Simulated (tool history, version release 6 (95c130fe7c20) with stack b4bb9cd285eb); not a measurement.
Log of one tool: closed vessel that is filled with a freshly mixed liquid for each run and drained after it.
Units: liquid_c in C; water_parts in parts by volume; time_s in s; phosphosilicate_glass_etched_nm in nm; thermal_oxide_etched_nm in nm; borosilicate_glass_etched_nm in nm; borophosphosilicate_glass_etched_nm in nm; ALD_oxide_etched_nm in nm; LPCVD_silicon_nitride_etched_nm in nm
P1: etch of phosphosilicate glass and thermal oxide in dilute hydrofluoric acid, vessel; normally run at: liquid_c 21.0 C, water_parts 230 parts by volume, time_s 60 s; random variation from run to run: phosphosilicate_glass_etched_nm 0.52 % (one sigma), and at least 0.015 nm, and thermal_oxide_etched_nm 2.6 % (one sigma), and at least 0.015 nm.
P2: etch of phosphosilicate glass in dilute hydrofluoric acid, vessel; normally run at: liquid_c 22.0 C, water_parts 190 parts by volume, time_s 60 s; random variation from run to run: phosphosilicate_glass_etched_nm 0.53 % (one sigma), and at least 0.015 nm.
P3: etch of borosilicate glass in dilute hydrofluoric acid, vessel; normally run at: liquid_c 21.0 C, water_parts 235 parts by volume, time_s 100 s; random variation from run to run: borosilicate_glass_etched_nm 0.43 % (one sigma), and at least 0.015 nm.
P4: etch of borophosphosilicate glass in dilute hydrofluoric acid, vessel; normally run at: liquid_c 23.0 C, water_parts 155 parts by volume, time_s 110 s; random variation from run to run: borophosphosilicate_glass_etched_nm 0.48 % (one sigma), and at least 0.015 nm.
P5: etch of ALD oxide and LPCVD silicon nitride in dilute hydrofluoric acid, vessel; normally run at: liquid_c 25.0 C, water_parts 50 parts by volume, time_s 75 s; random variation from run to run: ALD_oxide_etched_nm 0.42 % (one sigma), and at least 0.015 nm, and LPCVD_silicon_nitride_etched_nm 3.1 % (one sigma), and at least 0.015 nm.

run	day	process	liquid_c	water_parts	time_s	hours since the thermometer was replaced	hours since the hydrofluoric acid flow meter was replaced	phosphosilicate_glass_etched_nm	thermal_oxide_etched_nm	borosilicate_glass_etched_nm	borophosphosilicate_glass_etched_nm	ALD_oxide_etched_nm	LPCVD_silicon_nitride_etched_nm
1	0.567	P1	21.0	230	60	399.6	1069.2	40.075	0.97584				
2	0.867	P3	28.0	235	100	406.8	1076.4			20.4340			
3	1.217	P2	22.0	75	60	415.2	1084.8	139.560					
4	1.525	P4	23.0	155	40	422.6	1092.2				14.670		
5	2.067	P2	22.0	190	30	435.6	1105.2	24.449					
6	2.667	P3	21.0	235	100	450.0	1119.6			15.6480			
7	3.221	P1	21.0	230	60	463.3	1132.9	39.850	0.93089				
8	3.825	P1	17.0	230	60	477.8	1147.4	34.316	0.81131				
9	4.225	P5	25.0	50	40	487.4	1157.0					11.950	0.41659
10	4.671	P1	28.5	230	60	498.1	1167.7	52.851	1.20590				
11	4.967	P4	23.0	155	110	505.2	1174.8				40.574		
12	5.554	P4	31.0	155	110	519.3	1188.9				55.118		
13	6.179	P2	28.0	190	60	534.3	1203.9	59.882					
14	6.738	P1	21.0	230	30	547.7	1217.3	20.053	0.46775				
15	7.062	P3	21.0	65	100	555.5	1225.1			68.8550			
16	7.571	P1	21.0	230	60	567.7	1237.3	39.746	0.92873				
17	8.117	P2	22.0	190	60	580.8	1250.4	47.948					
18	8.746	P1	21.0	230	110	595.9	1265.5	73.282	1.72870				
19	9.192	P1	21.0	230	60	606.6	1276.2	40.115	0.98300				
20	9.592	P1	28.5	230	105	616.2	1285.8	92.110	2.11280				
21	10.154	P3	21.0	235	100	629.7	1299.3			15.7820			
22	10.546	P3	21.0	235	30	639.1	1308.7			4.7353			
23	11.183	P2	22.0	190	60	654.4	1324.0	47.933					
24	11.738	P5	25.0	50	75	667.7	1337.3					22.492	0.71541
25	12.179	P1	21.0	405	60	678.3	1347.9	19.477	0.47101				
26	12.725	P1	21.0	145	60	691.4	1361.0	70.152	1.67460				
27	13.033	P5	25.0	80	75	698.8	1368.4					13.580	0.48123
28	13.683	P5	31.0	50	75	714.4	1384.0					28.454	1.11720
29	14.088	P1	21.0	230	60	724.1	1393.7	40.077	0.93662				
30	14.562	P1	21.0	230	60	735.5	1405.1	39.625	0.93909				
31	15.012	P4	23.0	275	110	746.3	1415.9				20.266		
32	15.325	P1	21.0	230	60	753.8	1423.4	40.001	0.93979				
33	15.658	P1	21.0	230	60	761.8	1431.4	38.818	0.88655				
34	16.150	P1	21.0	230	60	773.6	1443.2	37.649	0.89927				
35	16.592	P1	21.0	230	60	784.2	1453.8	37.269	0.85034				
36	16.883	P1	21.0	230	60	791.2	1460.8	37.182	0.89013				
37	17.488	P1	21.0	230	60	805.7	1475.3	36.736	0.86648				
38	18.017	P1	21.0	230	60	818.4	1488.0	36.953	0.84375				

What P1 gives has crept away from where it was. These 2 causes fit the log equally well, each at the size given:
A: hydrofluoric acid flow below the setpoint (%) = 6.86
B: liquid colder than its thermometer reads (K) = 2.31
The creep began at about day 15.325.

4 check runs are offered, each on 3 wafers whose results are averaged, their results left as question marks. Which one tells the causes apart?
check 1	18.546	P4	23.0	155	110						?		
check 2	18.546	P2	22.0	190	60			?					
check 3	18.546	P5	25.0	50	75							?	?
check 4	18.546	P3	21.0	235	100					?			

What each check would give under each cause:
check	result	if A	if B
check 1	borophosphosilicate_glass_etched_nm	37.233	36.999
check 2	phosphosilicate_glass_etched_nm	44.297	44.144
check 3	ALD_oxide_etched_nm	20.845	20.449
check 3	LPCVD_silicon_nitride_etched_nm	0.73035	0.66997
check 4	borosilicate_glass_etched_nm	14.4740	14.4760
How far apart the two closest causes lie, in the result that separates them most: check 1 0.63 %; check 2 0.35 %; check 3 8.63 %; check 4 0.01 %
Check 3 tells the causes apart: in the others they would give nearly the same result.

Then check 3 was run and gave: ALD_oxide_etched_nm 20.885 nm; LPCVD_silicon_nitride_etched_nm 0.72950 nm. Which cause is it?

It is A: hydrofluoric acid flow below the setpoint (%).
